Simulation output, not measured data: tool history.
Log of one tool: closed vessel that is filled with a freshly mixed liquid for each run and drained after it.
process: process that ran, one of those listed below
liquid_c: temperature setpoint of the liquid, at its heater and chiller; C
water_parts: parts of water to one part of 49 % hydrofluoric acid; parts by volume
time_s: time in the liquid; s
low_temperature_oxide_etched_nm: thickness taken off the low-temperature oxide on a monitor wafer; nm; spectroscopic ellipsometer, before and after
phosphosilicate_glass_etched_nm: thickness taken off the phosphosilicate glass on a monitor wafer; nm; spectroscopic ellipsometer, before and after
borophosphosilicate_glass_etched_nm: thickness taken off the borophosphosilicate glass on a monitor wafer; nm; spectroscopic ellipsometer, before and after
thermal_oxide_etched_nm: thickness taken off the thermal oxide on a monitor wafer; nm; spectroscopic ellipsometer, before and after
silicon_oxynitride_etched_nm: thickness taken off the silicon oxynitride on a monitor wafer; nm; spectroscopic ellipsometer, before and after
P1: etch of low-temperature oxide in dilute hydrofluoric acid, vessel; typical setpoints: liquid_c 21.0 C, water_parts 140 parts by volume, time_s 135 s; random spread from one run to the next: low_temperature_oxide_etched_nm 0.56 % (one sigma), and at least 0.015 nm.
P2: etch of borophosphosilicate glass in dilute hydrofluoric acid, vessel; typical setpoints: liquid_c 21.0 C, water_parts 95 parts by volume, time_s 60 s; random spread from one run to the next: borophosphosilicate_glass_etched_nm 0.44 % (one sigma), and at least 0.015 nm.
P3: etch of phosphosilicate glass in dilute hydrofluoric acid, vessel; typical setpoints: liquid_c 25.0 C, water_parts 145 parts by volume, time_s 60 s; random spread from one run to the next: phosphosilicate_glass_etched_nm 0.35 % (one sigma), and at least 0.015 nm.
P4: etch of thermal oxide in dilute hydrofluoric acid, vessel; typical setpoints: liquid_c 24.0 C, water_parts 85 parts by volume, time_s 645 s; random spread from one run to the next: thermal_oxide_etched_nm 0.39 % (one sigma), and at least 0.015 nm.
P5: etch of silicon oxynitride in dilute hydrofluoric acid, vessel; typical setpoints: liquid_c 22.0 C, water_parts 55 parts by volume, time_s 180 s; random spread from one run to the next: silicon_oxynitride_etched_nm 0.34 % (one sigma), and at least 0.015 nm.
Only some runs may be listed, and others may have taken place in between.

| run | hour | process | liquid_c | water_parts | time_s | hours since the thermometer was replaced | hours since the hydrofluoric acid flow meter was replaced | low_temperature_oxide_etched_nm | phosphosilicate_glass_etched_nm | borophosphosilicate_glass_etched_nm | thermal_oxide_etched_nm | silicon_oxynitride_etched_nm |
|---|---|---|---|---|---|---|---|---|---|---|---|---|
| 1 | 8.3 | P1 | 21.0 | 140 | 135 | 1096.0 | 1096.7 | 12.8590 |  |  |  |  |
| 2 | 15.5 | P1 | 21.0 | 140 | 135 | 1103.2 | 1103.9 | 12.9050 |  |  |  |  |
| 3 | 23.6 | P3 | 25.0 | 145 | 60 | 1111.3 | 1112.0 |  | 61.029 |  |  |  |
| 4 | 29.8 | P1 | 21.0 | 140 | 135 | 1117.5 | 1118.2 | 12.8640 |  |  |  |  |
| 5 | 34.9 | P2 | 21.0 | 95 | 60 | 1122.6 | 1123.3 |  |  | 44.064 |  |  |
| 6 | 40.9 | P1 | 21.0 | 70 | 245 | 1128.6 | 1129.3 | 50.7450 |  |  |  |  |
| 7 | 48.1 | P1 | 21.0 | 140 | 135 | 1135.8 | 1136.5 | 12.8840 |  |  |  |  |
| 8 | 54.4 | P2 | 21.0 | 95 | 105 | 1142.1 | 1142.8 |  |  | 76.915 |  |  |
| 9 | 61.1 | P1 | 21.0 | 140 | 30 | 1148.8 | 1149.5 | 2.8344 |  |  |  |  |
| 10 | 69.2 | P4 | 24.0 | 85 | 645 | 1156.9 | 1157.6 |  |  |  | 37.689 |  |
| 11 | 77.4 | P1 | 21.0 | 140 | 250 | 1165.1 | 1165.8 | 23.5260 |  |  |  |  |
| 12 | 82.6 | P3 | 25.0 | 260 | 60 | 1170.3 | 1171.0 |  | 29.790 |  |  |  |
| 13 | 90.0 | P3 | 18.0 | 145 | 60 | 1177.7 | 1178.4 |  | 46.272 |  |  |  |
| 14 | 94.5 | P2 | 28.0 | 95 | 60 | 1182.2 | 1182.9 |  |  | 58.366 |  |  |
| 15 | 99.0 | P4 | 24.0 | 150 | 645 | 1186.7 | 1187.4 |  |  |  | 19.796 |  |
|  | 102.6 | thermometer replaced |
| 16 | 107.1 | P5 | 22.0 | 55 | 270 | 4.6 | 1195.5 |  |  |  |  | 13.706 |
| 17 | 114.1 | P1 | 21.0 | 230 | 240 | 11.6 | 1202.5 | 12.7220 |  |  |  |  |
| 18 | 121.4 | P1 | 27.5 | 140 | 135 | 18.9 | 1209.8 | 16.4460 |  |  |  |  |
| 19 | 127.5 | P1 | 27.0 | 140 | 40 | 25.0 | 1215.9 | 4.8033 |  |  |  |  |
| 20 | 134.5 | P1 | 17.0 | 140 | 135 | 32.0 | 1222.9 | 10.8300 |  |  |  |  |

Estimate the outcome of run 21 from the log above:
| 21 | 138.9 | P1 | 21.0 | 195 | 135 | 36.4 | 1227.3 | ? |  |  |  |  |

{"run 21": {"low_temperature_oxide_etched_nm": 8.726}}

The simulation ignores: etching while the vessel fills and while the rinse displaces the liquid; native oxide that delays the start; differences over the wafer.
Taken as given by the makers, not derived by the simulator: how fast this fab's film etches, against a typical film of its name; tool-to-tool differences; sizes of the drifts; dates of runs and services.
